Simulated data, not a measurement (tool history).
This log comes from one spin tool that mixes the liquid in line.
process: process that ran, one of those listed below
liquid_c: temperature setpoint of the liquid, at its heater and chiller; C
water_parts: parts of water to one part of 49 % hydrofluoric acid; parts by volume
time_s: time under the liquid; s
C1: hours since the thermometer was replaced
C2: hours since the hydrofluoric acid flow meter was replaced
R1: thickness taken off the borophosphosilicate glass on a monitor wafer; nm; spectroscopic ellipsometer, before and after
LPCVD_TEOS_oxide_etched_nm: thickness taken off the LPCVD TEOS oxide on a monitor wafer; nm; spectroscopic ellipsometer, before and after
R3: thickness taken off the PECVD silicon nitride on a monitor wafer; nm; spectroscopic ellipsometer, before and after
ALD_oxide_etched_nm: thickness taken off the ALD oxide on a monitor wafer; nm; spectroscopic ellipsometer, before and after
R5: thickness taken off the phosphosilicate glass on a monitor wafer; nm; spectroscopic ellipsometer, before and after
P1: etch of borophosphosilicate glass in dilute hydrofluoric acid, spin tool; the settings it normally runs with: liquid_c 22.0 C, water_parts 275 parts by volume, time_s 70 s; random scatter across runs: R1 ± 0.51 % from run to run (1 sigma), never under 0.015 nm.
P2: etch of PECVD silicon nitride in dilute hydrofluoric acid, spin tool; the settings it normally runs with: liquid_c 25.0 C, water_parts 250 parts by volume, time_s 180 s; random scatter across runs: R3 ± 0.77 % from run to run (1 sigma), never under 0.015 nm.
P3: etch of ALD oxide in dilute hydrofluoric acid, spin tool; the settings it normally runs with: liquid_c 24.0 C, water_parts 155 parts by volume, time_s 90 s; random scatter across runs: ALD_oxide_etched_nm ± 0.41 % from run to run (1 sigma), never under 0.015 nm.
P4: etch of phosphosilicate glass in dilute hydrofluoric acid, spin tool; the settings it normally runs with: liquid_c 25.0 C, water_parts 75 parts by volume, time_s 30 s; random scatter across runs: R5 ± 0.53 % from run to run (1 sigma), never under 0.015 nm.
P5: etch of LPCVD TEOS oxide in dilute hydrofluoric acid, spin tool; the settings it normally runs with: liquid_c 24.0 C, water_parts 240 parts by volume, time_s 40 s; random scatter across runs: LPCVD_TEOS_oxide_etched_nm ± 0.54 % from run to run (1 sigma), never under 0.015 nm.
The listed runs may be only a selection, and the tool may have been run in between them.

run 1 day=0.329 | process=P1 liquid_c=22.0 water_parts=275 time_s=70 | C1=1292.7 C2=737.2 | R1=8.8837
run 2 day=0.525 | process=P1 liquid_c=22.0 water_parts=275 time_s=15 | C1=1297.4 C2=741.9 | R1=1.8958
run 3 day=0.829 | process=P1 liquid_c=29.5 water_parts=275 time_s=100 | C1=1304.7 C2=749.2 | R1=16.4150
run 4 day=1.004 | process=P1 liquid_c=17.0 water_parts=275 time_s=70 | C1=1308.9 C2=753.4 | R1=7.3015
run 5 day=1.233 | process=P1 liquid_c=22.0 water_parts=275 time_s=70 | C1=1314.4 C2=758.9 | R1=8.8950
run 6 day=1.479 | process=P5 liquid_c=24.0 water_parts=240 time_s=15 | C1=1320.3 C2=764.8 | LPCVD_TEOS_oxide_etched_nm=2.9181
run 7 day=1.708 | process=P2 liquid_c=25.0 water_parts=250 time_s=75 | C1=1325.8 C2=770.3 | R3=1.1809
run 8 day=2.012 | process=P3 liquid_c=24.0 water_parts=155 time_s=90 | C1=1333.1 C2=777.6 | ALD_oxide_etched_nm=18.240
run 9 day=2.321 | process=P1 liquid_c=22.0 water_parts=275 time_s=70 | C1=1340.5 C2=785.0 | R1=8.9246
run 10 day=2.488 | process=P2 liquid_c=25.0 water_parts=250 time_s=180 | C1=1344.5 C2=789.0 | R3=2.8416
run 11 day=2.704 | process=P3 liquid_c=31.5 water_parts=155 time_s=90 | C1=1349.7 C2=794.2 | ALD_oxide_etched_nm=23.804
run 12 day=2.946 | process=P1 liquid_c=22.0 water_parts=60 time_s=70 | C1=1355.5 C2=800.0 | R1=52.0640
run 13 day=3.162 | process=P2 liquid_c=20.5 water_parts=250 time_s=180 | C1=1360.7 C2=805.2 | R3=2.1453
run 14 day=3.454 | process=P1 liquid_c=26.0 water_parts=275 time_s=100 | C1=1367.7 C2=812.2 | R1=14.6830
run 15 day=3.812 | process=P5 liquid_c=24.0 water_parts=240 time_s=40 | C1=1376.3 C2=820.8 | LPCVD_TEOS_oxide_etched_nm=7.7740
run 16 day=4.042 | process=P1 liquid_c=28.5 water_parts=275 time_s=70 | C1=1381.8 C2=826.3 | R1=11.1890
run 17 day=4.250 | process=P4 liquid_c=32.0 water_parts=75 time_s=30 | C1=1386.8 C2=831.3 | R5=77.036
run 18 day=4.446 | process=P3 liquid_c=24.0 water_parts=155 time_s=50 | C1=1391.5 C2=836.0 | ALD_oxide_etched_nm=10.064
run 19 day=4.654 | process=P1 liquid_c=22.0 water_parts=470 time_s=70 | C1=1396.5 C2=841.0 | R1=4.3690
run 20 day=4.971 | process=P2 liquid_c=25.0 water_parts=390 time_s=180 | C1=1404.1 C2=848.6 | R3=1.8036
run 21 day=5.258 | process=P4 liquid_c=25.0 water_parts=75 time_s=30 | C1=1411.0 C2=855.5 | R5=58.356
run 22 day=5.512 | process=P1 liquid_c=17.0 water_parts=490 time_s=70 | C1=1417.1 C2=861.6 | R1=3.5357
run 23 day=5.817 | process=P3 liquid_c=24.0 water_parts=155 time_s=90 | C1=1424.4 C2=868.9 | ALD_oxide_etched_nm=18.133
run 24 day=6.142 | process=P4 liquid_c=25.0 water_parts=140 time_s=30 | C1=1432.2 C2=876.7 | R5=28.951
run 25 day=6.488 | process=P4 liquid_c=25.0 water_parts=75 time_s=30 | C1=1440.5 C2=885.0 | R5=58.089
run 26 day=6.846 | process=P1 liquid_c=22.0 water_parts=275 time_s=115 | C1=1449.1 C2=893.6 | R1=14.5040
run 27 day=7.112 | process=P4 liquid_c=25.0 water_parts=75 time_s=15 | C1=1455.5 C2=900.0 | R5=29.090
run 28 day=7.396 | process=P5 liquid_c=24.0 water_parts=410 time_s=40 | C1=1462.3 C2=906.8 | LPCVD_TEOS_oxide_etched_nm=3.8954
run 29 day=7.654 | process=P5 liquid_c=28.0 water_parts=240 time_s=40 | C1=1468.5 C2=913.0 | LPCVD_TEOS_oxide_etched_nm=9.0083
run 30 day=7.988 | process=P1 liquid_c=22.0 water_parts=275 time_s=70 | C1=1476.5 C2=921.0 | R1=8.9043
run 31 day=8.188 | process=P3 liquid_c=24.0 water_parts=40 time_s=90 | C1=1481.3 C2=925.8 | ALD_oxide_etched_nm=81.012
run 32 day=8.446 | process=P1 liquid_c=22.0 water_parts=275 time_s=70 | C1=1487.5 C2=932.0 | R1=9.0271
run 33 day=8.642 | process=P1 liquid_c=22.0 water_parts=275 time_s=70 | C1=1492.2 C2=936.7 | R1=8.7791
run 34 day=8.804 | process=P1 liquid_c=22.0 water_parts=275 time_s=70 | C1=1496.1 C2=940.6 | R1=8.6166
run 35 day=9.088 | process=P1 liquid_c=22.0 water_parts=275 time_s=70 | C1=1502.9 C2=947.4 | R1=8.5379
run 36 day=9.362 | process=P1 liquid_c=22.0 water_parts=275 time_s=70 | C1=1509.5 C2=954.0 | R1=8.4246
run 37 day=9.717 | process=P1 liquid_c=22.0 water_parts=275 time_s=70 | C1=1518.0 C2=962.5 | R1=8.3656
run 38 day=9.946 | process=P1 liquid_c=22.0 water_parts=275 time_s=70 | C1=1523.5 C2=968.0 | R1=8.2513
run 39 day=10.300 | process=P1 liquid_c=22.0 water_parts=275 time_s=70 | C1=1532.0 C2=976.5 | R1=8.3235
run 40 day=10.508 | process=P1 liquid_c=22.0 water_parts=275 time_s=70 | C1=1537.0 C2=981.5 | R1=8.2121
run 41 day=10.700 | process=P1 liquid_c=22.0 water_parts=275 time_s=70 | C1=1541.6 C2=986.1 | R1=8.2457

Something has made what P1 gives creep away from where it was; the 2 causes below, each at its own stated size, fit the log equally well:
A: hydrofluoric acid flow below the setpoint (%) = 5.73
B: liquid colder than its thermometer reads (K) = 2.05
The drift started at roughly day 8.446.

Which of the 4 check runs listed below, each an average over 5 wafers with its results shown as question marks, gives clearly different results under the different listed causes?
run check 1 day=10.892 | process=P5 liquid_c=27.5 water_parts=240 time_s=15 | LPCVD_TEOS_oxide_etched_nm=?
run check 2 day=10.892 | process=P2 liquid_c=25.0 water_parts=380 time_s=100 | R3=?
run check 3 day=10.892 | process=P4 liquid_c=31.5 water_parts=135 time_s=30 | R5=?
run check 4 day=10.892 | process=P3 liquid_c=30.5 water_parts=155 time_s=90 | ALD_oxide_etched_nm=?

Predicted outcomes, by check and by cause:
check=check_1 result=LPCVD_TEOS_oxide_etched_nm if_A=3.0854 if_B=3.0958
check=check_2 result=R3 if_A=0.97442 if_B=0.91482
check=check_3 result=R5 if_A=35.700 if_B=35.561
check=check_4 result=ALD_oxide_etched_nm if_A=21.459 if_B=21.406
How far apart the two closest causes lie, in the result that separates them most: check 1 0.34 %; check 2 6.31 %; check 3 0.39 %; check 4 0.25 %
Check 2 tells the causes apart: in the others they would give nearly the same result.

Then check 2 was run and gave: R3 0.97458 nm. Which cause is it?

The cause is A: hydrofluoric acid flow below the setpoint (%).
